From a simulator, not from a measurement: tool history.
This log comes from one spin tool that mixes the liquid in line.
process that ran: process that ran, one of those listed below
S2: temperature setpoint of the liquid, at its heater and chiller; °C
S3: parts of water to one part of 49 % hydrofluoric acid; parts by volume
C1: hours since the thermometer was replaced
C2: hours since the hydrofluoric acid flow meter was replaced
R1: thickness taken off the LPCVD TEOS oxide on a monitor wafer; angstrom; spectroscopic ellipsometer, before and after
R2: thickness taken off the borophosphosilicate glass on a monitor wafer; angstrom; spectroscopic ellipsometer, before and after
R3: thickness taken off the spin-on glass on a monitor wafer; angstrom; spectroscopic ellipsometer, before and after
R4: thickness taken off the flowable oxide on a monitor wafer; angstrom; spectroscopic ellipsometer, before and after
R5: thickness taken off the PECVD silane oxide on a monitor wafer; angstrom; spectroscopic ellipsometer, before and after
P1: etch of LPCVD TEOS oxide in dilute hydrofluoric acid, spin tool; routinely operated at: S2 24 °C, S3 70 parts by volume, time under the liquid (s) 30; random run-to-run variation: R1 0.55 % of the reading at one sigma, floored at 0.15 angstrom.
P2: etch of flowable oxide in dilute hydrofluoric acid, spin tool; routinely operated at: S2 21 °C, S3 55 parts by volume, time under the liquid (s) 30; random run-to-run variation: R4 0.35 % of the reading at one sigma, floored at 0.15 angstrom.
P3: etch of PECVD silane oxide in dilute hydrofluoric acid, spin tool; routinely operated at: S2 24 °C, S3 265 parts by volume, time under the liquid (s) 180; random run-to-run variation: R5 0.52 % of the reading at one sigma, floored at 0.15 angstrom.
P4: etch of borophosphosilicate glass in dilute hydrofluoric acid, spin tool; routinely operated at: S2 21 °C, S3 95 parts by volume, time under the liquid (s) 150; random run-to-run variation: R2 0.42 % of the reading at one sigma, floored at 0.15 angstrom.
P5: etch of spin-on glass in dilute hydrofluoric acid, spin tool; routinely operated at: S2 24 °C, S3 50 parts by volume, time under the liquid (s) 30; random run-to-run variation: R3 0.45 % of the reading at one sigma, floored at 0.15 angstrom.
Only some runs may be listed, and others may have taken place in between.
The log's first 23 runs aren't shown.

run 24 hour=139 | process_that_ran=P4 S2=21 S3=175 time_under_the_liquid_(s)=150 | C1=569.2 C2=767.4 | R2=214.02
run 25 hour=145.8 | process_that_ran=P1 S2=27.5 S3=30 time_under_the_liquid_(s)=30 | C1=576 C2=774.2 | R1=707.13
run 26 hour=153.2 | process_that_ran=P1 S2=24 S3=70 time_under_the_liquid_(s)=30 | C1=583.4 C2=781.6 | R1=246.23
run 27 hour=160.4 | process_that_ran=P3 S2=24 S3=470 time_under_the_liquid_(s)=180 | C1=590.6 C2=788.8 | R5=54.638
run 28 hour=165.3 | process_that_ran=P1 S2=24 S3=120 time_under_the_liquid_(s)=55 | C1=595.5 C2=793.7 | R1=247.95
run 29 hour=172.3 | process_that_ran=P1 S2=29.5 S3=70 time_under_the_liquid_(s)=30 | C1=602.5 C2=800.7 | R1=308.02
run 30 hour=180.4 | process_that_ran=P1 S2=24 S3=70 time_under_the_liquid_(s)=15 | C1=610.6 C2=808.8 | R1=124.33
run 31 hour=187 | process_that_ran=P2 S2=21 S3=55 time_under_the_liquid_(s)=15 | C1=617.2 C2=815.4 | R4=68.468
run 32 hour=191.5 | process_that_ran=P1 S2=24 S3=70 time_under_the_liquid_(s)=30 | C1=621.7 C2=819.9 | R1=247.84

Expected results for the next run?
run 33 hour=198.2 | process_that_ran=P1 S2=24 S3=70 time_under_the_liquid_(s)=30 | C1=628.4 C2=826.6 | R1=?

R1: 239.32 angstrom

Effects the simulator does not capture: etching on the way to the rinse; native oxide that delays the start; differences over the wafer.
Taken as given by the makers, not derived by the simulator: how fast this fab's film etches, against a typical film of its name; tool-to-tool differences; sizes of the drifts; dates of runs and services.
